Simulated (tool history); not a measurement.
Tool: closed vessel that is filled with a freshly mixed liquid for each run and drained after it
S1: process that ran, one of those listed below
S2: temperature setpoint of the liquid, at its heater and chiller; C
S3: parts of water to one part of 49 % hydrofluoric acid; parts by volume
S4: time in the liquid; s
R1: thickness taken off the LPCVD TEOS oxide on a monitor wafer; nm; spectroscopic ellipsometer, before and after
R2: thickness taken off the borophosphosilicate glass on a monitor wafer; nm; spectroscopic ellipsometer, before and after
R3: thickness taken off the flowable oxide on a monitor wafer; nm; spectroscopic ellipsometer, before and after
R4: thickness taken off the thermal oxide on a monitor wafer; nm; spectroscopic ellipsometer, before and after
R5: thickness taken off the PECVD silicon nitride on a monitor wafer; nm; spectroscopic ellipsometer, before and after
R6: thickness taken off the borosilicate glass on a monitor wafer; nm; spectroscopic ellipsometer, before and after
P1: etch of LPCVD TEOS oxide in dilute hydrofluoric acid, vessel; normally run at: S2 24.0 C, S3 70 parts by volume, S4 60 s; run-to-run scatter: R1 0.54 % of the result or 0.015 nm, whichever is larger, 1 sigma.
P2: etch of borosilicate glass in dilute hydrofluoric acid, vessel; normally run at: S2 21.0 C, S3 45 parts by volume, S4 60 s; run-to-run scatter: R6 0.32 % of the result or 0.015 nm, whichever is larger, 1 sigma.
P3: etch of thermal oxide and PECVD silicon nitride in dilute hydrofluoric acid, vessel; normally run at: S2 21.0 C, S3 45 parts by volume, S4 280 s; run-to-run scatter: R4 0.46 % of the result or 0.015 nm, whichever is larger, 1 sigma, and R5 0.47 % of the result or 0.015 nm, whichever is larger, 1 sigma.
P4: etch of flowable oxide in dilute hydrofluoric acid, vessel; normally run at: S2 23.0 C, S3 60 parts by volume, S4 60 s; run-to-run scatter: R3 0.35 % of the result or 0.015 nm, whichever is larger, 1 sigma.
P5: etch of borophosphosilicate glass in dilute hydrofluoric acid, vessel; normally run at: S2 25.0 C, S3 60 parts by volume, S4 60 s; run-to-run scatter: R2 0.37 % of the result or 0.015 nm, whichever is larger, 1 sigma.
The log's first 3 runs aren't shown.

{"run": 4, "hour": 11.2, "S1": "P1", "S2": 32.5, "S3": 70, "S4": 60, "R1": 45.522}
{"run": 5, "hour": 13.4, "S1": "P3", "S2": 21.0, "S3": 45, "S4": 280, "R4": 27.041, "R5": 21.924}
{"run": 6, "hour": 17.1, "S1": "P5", "S2": 25.0, "S3": 85, "S4": 60, "R2": 29.574}
{"run": 7, "hour": 21.1, "S1": "P2", "S2": 21.0, "S3": 75, "S4": 60, "R6": 24.623}
{"run": 8, "hour": 24.1, "S1": "P1", "S2": 24.0, "S3": 70, "S4": 60, "R1": 32.953}
{"run": 9, "hour": 28.4, "S1": "P2", "S2": 21.0, "S3": 45, "S4": 60, "R6": 42.375}
{"run": 10, "hour": 32.6, "S1": "P1", "S2": 24.0, "S3": 40, "S4": 60, "R1": 59.852}
{"run": 11, "hour": 36.5, "S1": "P1", "S2": 24.0, "S3": 70, "S4": 60, "R1": 32.78}
{"run": 12, "hour": 39.6, "S1": "P1", "S2": 24.0, "S3": 20, "S4": 100, "R1": 206.08}
{"run": 13, "hour": 43.8, "S1": "P1", "S2": 24.0, "S3": 70, "S4": 30, "R1": 16.482}
{"run": 14, "hour": 46.2, "S1": "P1", "S2": 17.0, "S3": 70, "S4": 60, "R1": 24.656}
{"run": 15, "hour": 49.4, "S1": "P3", "S2": 21.0, "S3": 25, "S4": 280, "R4": 49.726, "R5": 38.776}
{"run": 16, "hour": 51.7, "S1": "P3", "S2": 17.0, "S3": 45, "S4": 280, "R4": 22.662, "R5": 16.496}
{"run": 17, "hour": 53.7, "S1": "P5", "S2": 30.0, "S3": 60, "S4": 60, "R2": 52.991}
{"run": 18, "hour": 57.4, "S1": "P2", "S2": 21.0, "S3": 45, "S4": 90, "R6": 63.72}

The next listed run, before its measurement:
{"run": 19, "hour": 61.1, "S1": "P3", "S2": 21.0, "S3": 45, "S4": 530, "R4": "?", "R5": "?"}

R4: 51.259 nm
R5: 41.894 nm
